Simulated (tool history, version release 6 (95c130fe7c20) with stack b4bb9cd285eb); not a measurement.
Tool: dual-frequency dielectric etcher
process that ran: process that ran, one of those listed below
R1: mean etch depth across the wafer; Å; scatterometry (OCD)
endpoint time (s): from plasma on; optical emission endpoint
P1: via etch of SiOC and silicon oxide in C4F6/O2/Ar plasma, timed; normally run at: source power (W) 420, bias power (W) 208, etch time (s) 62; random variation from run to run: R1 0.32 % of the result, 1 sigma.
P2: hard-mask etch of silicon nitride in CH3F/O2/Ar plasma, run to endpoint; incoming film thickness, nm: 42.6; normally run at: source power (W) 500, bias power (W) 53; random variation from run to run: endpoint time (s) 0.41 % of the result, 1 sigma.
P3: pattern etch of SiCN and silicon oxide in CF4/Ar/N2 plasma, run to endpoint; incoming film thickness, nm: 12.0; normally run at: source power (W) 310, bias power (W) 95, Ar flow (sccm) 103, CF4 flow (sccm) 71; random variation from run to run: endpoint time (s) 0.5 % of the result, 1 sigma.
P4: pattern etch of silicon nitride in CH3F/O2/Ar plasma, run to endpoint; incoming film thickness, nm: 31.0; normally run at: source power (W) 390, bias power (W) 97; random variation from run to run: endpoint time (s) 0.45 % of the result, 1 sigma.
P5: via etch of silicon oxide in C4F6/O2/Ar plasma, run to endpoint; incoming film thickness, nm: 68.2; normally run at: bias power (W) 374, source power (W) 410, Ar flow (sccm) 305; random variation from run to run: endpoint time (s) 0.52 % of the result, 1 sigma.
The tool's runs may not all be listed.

run 1 hour=8.5 | process_that_ran=P1 source_power_(W)=420 bias_power_(W)=208 etch_time_(s)=62 | R1=752.07
run 2 hour=18.1 | process_that_ran=P1 source_power_(W)=420 bias_power_(W)=208 etch_time_(s)=78 | R1=946.3
run 3 hour=26.7 | process_that_ran=P2 source_power_(W)=500 bias_power_(W)=40 | endpoint_time_(s)=67.68
run 4 hour=32.6 | process_that_ran=P1 source_power_(W)=420 bias_power_(W)=208 etch_time_(s)=62 | R1=755.95
run 5 hour=40.7 | process_that_ran=P4 source_power_(W)=390 bias_power_(W)=97 | endpoint_time_(s)=39.857
run 6 hour=49.5 | process_that_ran=P5 source_power_(W)=410 bias_power_(W)=374 Ar_flow_(sccm)=431 | endpoint_time_(s)=17.264
run 7 hour=53.8 | process_that_ran=P1 source_power_(W)=500 bias_power_(W)=208 etch_time_(s)=62 | R1=807.14
run 8 hour=59.4 | process_that_ran=P1 source_power_(W)=330 bias_power_(W)=208 etch_time_(s)=62 | R1=686.39
run 9 hour=66.1 | process_that_ran=P2 source_power_(W)=500 bias_power_(W)=53 | endpoint_time_(s)=62.403
run 10 hour=73.7 | process_that_ran=P3 source_power_(W)=310 bias_power_(W)=95 Ar_flow_(sccm)=125 CF4_flow_(sccm)=71 | endpoint_time_(s)=18.358
run 11 hour=78.3 | process_that_ran=P5 source_power_(W)=540 bias_power_(W)=374 Ar_flow_(sccm)=305 | endpoint_time_(s)=15.015
run 12 hour=83.4 | process_that_ran=P2 source_power_(W)=340 bias_power_(W)=53 | endpoint_time_(s)=72.141
run 13 hour=90.9 | process_that_ran=P3 source_power_(W)=310 bias_power_(W)=95 Ar_flow_(sccm)=103 CF4_flow_(sccm)=71 | endpoint_time_(s)=17.792
run 14 hour=100.4 | process_that_ran=P4 source_power_(W)=390 bias_power_(W)=97 | endpoint_time_(s)=40.11
-- hour=104.2 wet clean of the chamber
run 15 hour=109.1 | process_that_ran=P3 source_power_(W)=310 bias_power_(W)=95 Ar_flow_(sccm)=103 CF4_flow_(sccm)=94 | endpoint_time_(s)=17.076
run 16 hour=115.1 | process_that_ran=P2 source_power_(W)=500 bias_power_(W)=53 | endpoint_time_(s)=62.034
run 17 hour=119.8 | process_that_ran=P1 source_power_(W)=420 bias_power_(W)=208 etch_time_(s)=62 | R1=756.9
run 18 hour=127.4 | process_that_ran=P1 source_power_(W)=420 bias_power_(W)=253 etch_time_(s)=62 | R1=808.61
run 19 hour=132.3 | process_that_ran=P5 source_power_(W)=410 bias_power_(W)=526 Ar_flow_(sccm)=305 | endpoint_time_(s)=14.712
-- hour=135.2 bias power generator calibrated
run 20 hour=140.5 | process_that_ran=P1 source_power_(W)=550 bias_power_(W)=208 etch_time_(s)=36 | R1=483.69
run 21 hour=144.8 | process_that_ran=P1 source_power_(W)=420 bias_power_(W)=208 etch_time_(s)=62 | R1=754.29
run 22 hour=151.6 | process_that_ran=P1 source_power_(W)=420 bias_power_(W)=208 etch_time_(s)=47.5 | R1=574.85
run 23 hour=159.3 | process_that_ran=P1 source_power_(W)=420 bias_power_(W)=170 etch_time_(s)=62 | R1=704.32
run 24 hour=167.7 | process_that_ran=P1 source_power_(W)=260 bias_power_(W)=208 etch_time_(s)=76.5 | R1=776.2
run 25 hour=172.5 | process_that_ran=P3 source_power_(W)=310 bias_power_(W)=95 Ar_flow_(sccm)=103 CF4_flow_(sccm)=71 | endpoint_time_(s)=17.816
run 26 hour=181.9 | process_that_ran=P5 source_power_(W)=410 bias_power_(W)=374 Ar_flow_(sccm)=305 | endpoint_time_(s)=16.672
run 27 hour=190.4 | process_that_ran=P3 source_power_(W)=310 bias_power_(W)=55 Ar_flow_(sccm)=103 CF4_flow_(sccm)=71 | endpoint_time_(s)=21.401
run 28 hour=195.8 | process_that_ran=P1 source_power_(W)=420 bias_power_(W)=208 etch_time_(s)=62 | R1=750.94
run 29 hour=204.6 | process_that_ran=P3 source_power_(W)=390 bias_power_(W)=95 Ar_flow_(sccm)=103 CF4_flow_(sccm)=71 | endpoint_time_(s)=14.536
run 30 hour=211.5 | process_that_ran=P4 source_power_(W)=470 bias_power_(W)=97 | endpoint_time_(s)=37.085
run 31 hour=218.7 | process_that_ran=P1 source_power_(W)=340 bias_power_(W)=208 etch_time_(s)=77 | R1=864.67
run 32 hour=223 | process_that_ran=P4 source_power_(W)=390 bias_power_(W)=64 | endpoint_time_(s)=46.177
run 33 hour=232 | process_that_ran=P1 source_power_(W)=420 bias_power_(W)=208 etch_time_(s)=62 | R1=756.99
run 34 hour=236.6 | process_that_ran=P1 source_power_(W)=420 bias_power_(W)=208 etch_time_(s)=62 | R1=759.05
run 35 hour=242.7 | process_that_ran=P1 source_power_(W)=420 bias_power_(W)=208 etch_time_(s)=62 | R1=760.08
run 36 hour=248.6 | process_that_ran=P1 source_power_(W)=420 bias_power_(W)=208 etch_time_(s)=62 | R1=762.87
run 37 hour=257.3 | process_that_ran=P1 source_power_(W)=420 bias_power_(W)=208 etch_time_(s)=62 | R1=768.29
-- hour=260.3 wet clean of the chamber
run 38 hour=261.6 | process_that_ran=P1 source_power_(W)=420 bias_power_(W)=208 etch_time_(s)=62 | R1=768.73
run 39 hour=267.3 | process_that_ran=P1 source_power_(W)=420 bias_power_(W)=208 etch_time_(s)=62 | R1=765.12
run 40 hour=276.6 | process_that_ran=P1 source_power_(W)=420 bias_power_(W)=208 etch_time_(s)=62 | R1=764.13
run 41 hour=286.1 | process_that_ran=P1 source_power_(W)=420 bias_power_(W)=208 etch_time_(s)=62 | R1=764.39

What P1 gives has crept away from where it was. These 2 causes fit the log equally well, each at the size given:
A: bias power that arrives over what is set, % = 5
B: source power that arrives over what is set, % = 4.3
The creep began at about hour 232.
Why every other cause is out:
chamber walls in a state that raises the etch rate, %: serviced at hour 260.3, which brought nothing back

4 check runs are offered, each on 3 wafers whose results are averaged, their results left as question marks. Which one tells the causes apart?
run check 1 hour=295.6 | process_that_ran=P4 source_power_(W)=390 bias_power_(W)=70 | endpoint_time_(s)=?
run check 2 hour=295.6 | process_that_ran=P3 source_power_(W)=310 bias_power_(W)=81 Ar_flow_(sccm)=103 CF4_flow_(sccm)=91 | endpoint_time_(s)=?
run check 3 hour=295.6 | process_that_ran=P5 source_power_(W)=410 bias_power_(W)=491 Ar_flow_(sccm)=410 | endpoint_time_(s)=?
run check 4 hour=295.6 | process_that_ran=P2 source_power_(W)=370 bias_power_(W)=41 | endpoint_time_(s)=?

What each check would give under each cause:
check=check_1 result=endpoint_time_(s) if_A=43.943 if_B=43.976
check=check_2 result=endpoint_time_(s) if_A=17.883 if_B=17.525
check=check_3 result=endpoint_time_(s) if_A=15.296 if_B=15.337
check=check_4 result=endpoint_time_(s) if_A=74.629 if_B=74.482
How far apart the two closest causes lie, in the result that separates them most: check 1 0.07 %; check 2 2.02 %; check 3 0.27 %; check 4 0.2 %
Only check 2 tells the causes apart: in the others they would give nearly the same result.

Check 2 was then run and gave: endpoint time (s) 17.858. Which cause is it?

It is A: bias power that arrives over what is set, %.

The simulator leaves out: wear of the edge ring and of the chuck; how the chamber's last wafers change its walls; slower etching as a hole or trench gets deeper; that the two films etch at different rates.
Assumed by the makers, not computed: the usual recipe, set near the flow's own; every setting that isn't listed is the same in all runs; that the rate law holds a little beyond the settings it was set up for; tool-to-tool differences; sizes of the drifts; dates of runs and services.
